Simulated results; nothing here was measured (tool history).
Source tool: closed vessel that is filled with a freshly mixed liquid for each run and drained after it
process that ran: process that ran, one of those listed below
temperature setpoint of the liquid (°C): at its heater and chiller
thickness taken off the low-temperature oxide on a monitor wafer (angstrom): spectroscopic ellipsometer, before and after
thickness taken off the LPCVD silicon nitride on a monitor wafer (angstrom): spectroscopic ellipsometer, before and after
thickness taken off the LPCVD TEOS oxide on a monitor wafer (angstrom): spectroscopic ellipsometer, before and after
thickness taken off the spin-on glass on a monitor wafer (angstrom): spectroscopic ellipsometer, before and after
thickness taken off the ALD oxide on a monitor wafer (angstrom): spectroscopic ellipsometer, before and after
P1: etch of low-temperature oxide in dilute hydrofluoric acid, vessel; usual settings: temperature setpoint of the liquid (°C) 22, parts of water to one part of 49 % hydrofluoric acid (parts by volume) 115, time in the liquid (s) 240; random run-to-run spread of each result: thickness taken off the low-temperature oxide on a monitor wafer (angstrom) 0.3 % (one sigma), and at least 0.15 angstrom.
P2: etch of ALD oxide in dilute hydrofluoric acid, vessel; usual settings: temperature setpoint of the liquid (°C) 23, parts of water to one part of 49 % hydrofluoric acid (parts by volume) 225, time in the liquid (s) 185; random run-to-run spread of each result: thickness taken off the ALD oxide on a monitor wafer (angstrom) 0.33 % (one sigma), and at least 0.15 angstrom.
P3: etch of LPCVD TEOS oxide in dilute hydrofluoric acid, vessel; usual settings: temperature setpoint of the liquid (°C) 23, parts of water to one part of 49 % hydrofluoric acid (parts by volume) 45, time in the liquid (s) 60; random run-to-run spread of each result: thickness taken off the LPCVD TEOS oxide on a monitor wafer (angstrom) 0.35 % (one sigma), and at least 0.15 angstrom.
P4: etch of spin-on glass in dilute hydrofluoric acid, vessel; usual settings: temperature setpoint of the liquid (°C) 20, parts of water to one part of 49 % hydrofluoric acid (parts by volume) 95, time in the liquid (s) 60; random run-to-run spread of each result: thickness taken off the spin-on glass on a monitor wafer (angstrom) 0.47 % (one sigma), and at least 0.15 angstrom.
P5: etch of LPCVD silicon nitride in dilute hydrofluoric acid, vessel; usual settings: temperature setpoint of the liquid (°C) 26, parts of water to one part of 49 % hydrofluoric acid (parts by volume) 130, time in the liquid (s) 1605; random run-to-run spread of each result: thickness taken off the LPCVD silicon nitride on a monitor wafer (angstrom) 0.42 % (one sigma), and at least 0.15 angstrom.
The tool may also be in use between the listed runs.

run,hour,process that ran,temperature setpoint of the liquid (°C),parts of water to one part of 49 % hydrofluoric acid (parts by volume),time in the liquid (s),hours since the thermometer was replaced,hours since the hydrofluoric acid flow meter was replaced,thickness taken off the low-temperature oxide on a monitor wafer (angstrom),thickness taken off the LPCVD silicon nitride on a monitor wafer (angstrom),thickness taken off the LPCVD TEOS oxide on a monitor wafer (angstrom),thickness taken off the spin-on glass on a monitor wafer (angstrom),thickness taken off the ALD oxide on a monitor wafer (angstrom)
1,6.4,P1,22,115,240,279.1,966,286.43,,,,
2,11,P5,26,130,1605,283.7,970.6,,63.666,,,
3,15.3,P3,23,45,115,288,974.9,,,781.67,,
4,23.6,P5,26,65,1605,296.3,983.2,,127.28,,,
5,29.4,P4,17,95,60,302.1,989,,,,327.63,
6,38.8,P1,22,115,240,311.5,998.4,285.68,,,,
7,43.1,P4,20,25,60,315.8,1002.7,,,,1533.7,
8,50.7,P3,23,70,60,323.4,1010.3,,,254.85,,
9,58.1,P1,22,115,240,330.8,1017.7,286.03,,,,
10,64.9,P1,22,115,425,337.6,1024.5,507.18,,,,
# hour 68.7: thermometer replaced
11,69.5,P2,23,225,365,0.9,1029.1,,,,,332.91
12,77.8,P1,27.5,115,240,9.2,1037.4,355.72,,,,
13,83.6,P5,26,130,1605,15,1043.2,,63.582,,,
14,89,P1,22,115,240,20.4,1048.6,286.49,,,,
15,95,P5,19.5,130,1605,26.4,1054.6,,42.104,,,
16,104.1,P4,20,95,30,35.5,1063.7,,,,186.84,
17,110,P1,22,70,240,41.4,1069.6,497.42,,,,
18,117.7,P3,27,45,60,49.1,1077.3,,,480.13,,
19,124.6,P5,26,130,695,56,1084.2,,27.883,,,
20,133.1,P1,22,190,70,64.5,1092.7,46.763,,,,
21,139.6,P3,23,45,60,71,1099.2,,,407.65,,
22,147.5,P1,22,200,240,78.9,1107.1,150.85,,,,
23,151.8,P2,23,225,185,83.2,1111.4,,,,,167.98
24,157.4,P1,22,115,240,88.8,1117,286.52,,,,
25,164.8,P1,22,115,240,96.2,1124.4,286.49,,,,
26,170.3,P4,20,95,60,101.7,1129.9,,,,373.49,
27,178.7,P1,22,115,240,110.1,1138.3,286.47,,,,
28,186.1,P2,30,225,185,117.5,1145.7,,,,,217.15
29,194.5,P1,22,115,30,125.9,1154.1,35.674,,,,
30,199.3,P1,17,115,240,130.7,1158.9,234.83,,,,
31,208,P3,23,45,60,139.4,1167.6,,,407.7,,
32,215.8,P2,23,50,185,147.2,1175.4,,,,,928.5
33,224.4,P1,22,115,240,155.8,1184,287.76,,,,
34,233.8,P1,22,115,240,165.2,1193.4,275.35,,,,
35,241.1,P1,22,115,240,172.5,1200.7,273.76,,,,
36,250,P1,22,115,240,181.4,1209.6,267.41,,,,
37,257.2,P1,22,115,240,188.6,1216.8,265.7,,,,
38,262.6,P1,22,115,240,194,1222.2,266.4,,,,
39,267.4,P1,22,115,240,198.8,1227,264.99,,,,
40,276.7,P1,22,115,240,208.1,1236.3,263.98,,,,
41,284.5,P1,22,115,240,215.9,1244.1,264.74,,,,
42,288.7,P1,22,115,240,220.1,1248.3,263.04,,,,
43,295.6,P1,22,115,240,227,1255.2,264.02,,,,

Compared with where it was, what P1 gives has crept away. Each cause listed below fits the log as well as the rest, at the size given for it:
A: liquid colder than its thermometer reads (K) = 2.09
B: hydrofluoric acid flow below the setpoint (%) = 7.15
The onset of the drift is placed at about hour 224.4.

4 check runs are offered, one wafer each, their results left as question marks. Which one tells the causes apart?
check 1,302.5,P3,23,65,60,,,,,?,,
check 2,302.5,P5,22,130,1605,,,,?,,,
check 3,302.5,P4,17,95,60,,,,,,?,
check 4,302.5,P2,23,160,330,,,,,,,?

If the cause were each of the candidates in turn, the checks would give the following:
check,result,if A,if B
check 1,thickness taken off the LPCVD TEOS oxide on a monitor wafer (angstrom),252.5,253.98
check 2,thickness taken off the LPCVD silicon nitride on a monitor wafer (angstrom),42.903,45.862
check 3,thickness taken off the spin-on glass on a monitor wafer (angstrom),300.91,303.14
check 4,thickness taken off the ALD oxide on a monitor wafer (angstrom),417.26,414.5
Separation of the two closest causes in each check, using whichever result separates them best: check 1 0.59 %; check 2 6.67 %; check 3 0.74 %; check 4 0.66 %
Only in check 2 would the causes give clearly different results; in the remaining checks their results would be nearly the same.

Check 2 has now been run. It gave: thickness taken off the LPCVD silicon nitride on a monitor wafer (angstrom) 42.655. Which of the candidate causes is it?

It is A: liquid colder than its thermometer reads (K).
